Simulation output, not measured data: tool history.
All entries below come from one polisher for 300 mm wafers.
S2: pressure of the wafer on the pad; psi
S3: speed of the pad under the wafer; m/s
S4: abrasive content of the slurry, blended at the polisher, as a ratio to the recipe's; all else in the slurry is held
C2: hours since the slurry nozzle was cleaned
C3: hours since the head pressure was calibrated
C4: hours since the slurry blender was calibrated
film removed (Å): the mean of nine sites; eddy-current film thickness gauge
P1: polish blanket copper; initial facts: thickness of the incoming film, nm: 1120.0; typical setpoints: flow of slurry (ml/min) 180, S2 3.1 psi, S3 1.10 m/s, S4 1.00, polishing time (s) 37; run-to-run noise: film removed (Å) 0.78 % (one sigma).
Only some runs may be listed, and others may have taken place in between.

{"run": 1, "day": 0.179, "flow of slurry (ml/min)": 180, "S2": 3.1, "S3": 1.1, "S4": 1.0, "polishing time (s)": 37, "wafers polished on this pad": 595, "C2": 89.5, "C3": 809.1, "C4": 33.5, "film removed (Å)": 1405.4}
{"run": 2, "day": 0.333, "flow of slurry (ml/min)": 180, "S2": 4.6, "S3": 1.1, "S4": 1.0, "polishing time (s)": 37, "wafers polished on this pad": 629, "C2": 93.2, "C3": 812.8, "C4": 37.2, "film removed (Å)": 2088.7}
{"run": 3, "day": 0.462, "flow of slurry (ml/min)": 180, "S2": 3.1, "S3": 1.1, "S4": 1.25, "polishing time (s)": 37, "wafers polished on this pad": 657, "C2": 96.3, "C3": 815.9, "C4": 40.3, "film removed (Å)": 1497.9}
{"run": 4, "day": 0.646, "flow of slurry (ml/min)": 110, "S2": 3.1, "S3": 1.1, "S4": 1.0, "polishing time (s)": 37, "wafers polished on this pad": 697, "C2": 100.7, "C3": 820.3, "C4": 44.7, "film removed (Å)": 1301.6}
{"run": 5, "day": 0.796, "flow of slurry (ml/min)": 180, "S2": 3.1, "S3": 1.1, "S4": 1.0, "polishing time (s)": 37, "wafers polished on this pad": 729, "C2": 104.3, "C3": 823.9, "C4": 48.3, "film removed (Å)": 1428.4}
{"run": 6, "day": 0.996, "flow of slurry (ml/min)": 180, "S2": 3.1, "S3": 1.1, "S4": 1.0, "polishing time (s)": 57, "wafers polished on this pad": 773, "C2": 109.1, "C3": 828.7, "C4": 53.1, "film removed (Å)": 2184.5}
{"run": 7, "day": 1.162, "flow of slurry (ml/min)": 180, "S2": 3.1, "S3": 1.58, "S4": 1.4, "polishing time (s)": 37, "wafers polished on this pad": 809, "C2": 113.1, "C3": 832.7, "C4": 57.1, "film removed (Å)": 2202.1}
{"run": 8, "day": 1.279, "flow of slurry (ml/min)": 180, "S2": 3.1, "S3": 1.1, "S4": 1.0, "polishing time (s)": 37, "wafers polished on this pad": 834, "C2": 115.9, "C3": 835.5, "C4": 59.9, "film removed (Å)": 1415.1}
{"run": 9, "day": 1.4, "flow of slurry (ml/min)": 180, "S2": 2.1, "S3": 1.1, "S4": 1.0, "polishing time (s)": 37, "wafers polished on this pad": 861, "C2": 118.8, "C3": 838.4, "C4": 62.8, "film removed (Å)": 960.84}
{"run": 10, "day": 1.612, "flow of slurry (ml/min)": 180, "S2": 3.1, "S3": 0.58, "S4": 1.0, "polishing time (s)": 37, "wafers polished on this pad": 907, "C2": 123.9, "C3": 843.5, "C4": 67.9, "film removed (Å)": 744.81}
{"run": 11, "day": 1.792, "flow of slurry (ml/min)": 180, "S2": 4.4, "S3": 1.1, "S4": 1.25, "polishing time (s)": 37, "wafers polished on this pad": 946, "C2": 128.2, "C3": 847.8, "C4": 72.2, "film removed (Å)": 2145.4}
{"run": 12, "day": 2.012, "flow of slurry (ml/min)": 180, "S2": 3.1, "S3": 1.1, "S4": 1.0, "polishing time (s)": 37, "wafers polished on this pad": 994, "C2": 133.5, "C3": 853.1, "C4": 77.5, "film removed (Å)": 1407.0}
{"run": 13, "day": 2.15, "flow of slurry (ml/min)": 180, "S2": 3.1, "S3": 1.1, "S4": 1.0, "polishing time (s)": 20, "wafers polished on this pad": 1024, "C2": 136.8, "C3": 856.4, "C4": 80.8, "film removed (Å)": 769.97}
{"run": 14, "day": 2.35, "flow of slurry (ml/min)": 270, "S2": 3.1, "S3": 1.1, "S4": 1.0, "polishing time (s)": 37, "wafers polished on this pad": 1067, "C2": 141.6, "C3": 861.2, "C4": 85.6, "film removed (Å)": 1495.8}
{"run": 15, "day": 2.588, "flow of slurry (ml/min)": 180, "S2": 3.1, "S3": 1.7, "S4": 1.0, "polishing time (s)": 37, "wafers polished on this pad": 1119, "C2": 147.3, "C3": 866.9, "C4": 91.3, "film removed (Å)": 2154.2}
{"run": 16, "day": 2.775, "flow of slurry (ml/min)": 180, "S2": 3.1, "S3": 1.1, "S4": 1.0, "polishing time (s)": 37, "wafers polished on this pad": 1160, "C2": 151.8, "C3": 871.4, "C4": 95.8, "film removed (Å)": 1423.0}
{"run": 17, "day": 2.917, "flow of slurry (ml/min)": 180, "S2": 3.1, "S3": 1.1, "S4": 0.6, "polishing time (s)": 37, "wafers polished on this pad": 1191, "C2": 155.2, "C3": 874.8, "C4": 99.2, "film removed (Å)": 1286.2}
{"run": 18, "day": 3.133, "flow of slurry (ml/min)": 180, "S2": 3.1, "S3": 1.1, "S4": 1.0, "polishing time (s)": 37, "wafers polished on this pad": 1238, "C2": 160.4, "C3": 880.0, "C4": 104.4, "film removed (Å)": 1419.2}
{"run": 19, "day": 3.283, "flow of slurry (ml/min)": 180, "S2": 3.1, "S3": 1.1, "S4": 1.0, "polishing time (s)": 37, "wafers polished on this pad": 1270, "C2": 164.0, "C3": 883.6, "C4": 108.0, "film removed (Å)": 1383.9}
{"run": 20, "day": 3.508, "flow of slurry (ml/min)": 180, "S2": 3.1, "S3": 1.1, "S4": 1.0, "polishing time (s)": 37, "wafers polished on this pad": 1319, "C2": 169.4, "C3": 889.0, "C4": 113.4, "film removed (Å)": 1349.2}
{"run": 21, "day": 3.621, "flow of slurry (ml/min)": 180, "S2": 3.1, "S3": 1.1, "S4": 1.0, "polishing time (s)": 37, "wafers polished on this pad": 1344, "C2": 172.1, "C3": 891.7, "C4": 116.1, "film removed (Å)": 1348.1}
{"day": 3.742, "done": "worn pad replaced by a new one"}
{"run": 22, "day": 3.788, "flow of slurry (ml/min)": 180, "S2": 3.1, "S3": 1.1, "S4": 1.0, "polishing time (s)": 37, "wafers polished on this pad": 10, "C2": 176.1, "C3": 895.7, "C4": 120.1, "film removed (Å)": 1322.5}
{"day": 3.862, "done": "slurry blender recalibrated"}
{"run": 23, "day": 3.904, "flow of slurry (ml/min)": 180, "S2": 3.1, "S3": 1.1, "S4": 1.0, "polishing time (s)": 37, "wafers polished on this pad": 36, "C2": 178.9, "C3": 898.5, "C4": 1.0, "film removed (Å)": 1311.7}
{"run": 24, "day": 4.058, "flow of slurry (ml/min)": 180, "S2": 3.1, "S3": 1.1, "S4": 1.0, "polishing time (s)": 37, "wafers polished on this pad": 69, "C2": 182.6, "C3": 902.2, "C4": 4.7, "film removed (Å)": 1322.5}

What will run 25 give?
{"run": 25, "day": 4.183, "flow of slurry (ml/min)": 180, "S2": 3.1, "S3": 1.1, "S4": 1.0, "polishing time (s)": 37, "wafers polished on this pad": 96, "C2": 185.6, "C3": 905.2, "C4": 7.7, "film removed (Å)": "?"}

{"run 25": {"film removed (Å)": 1340.8}}
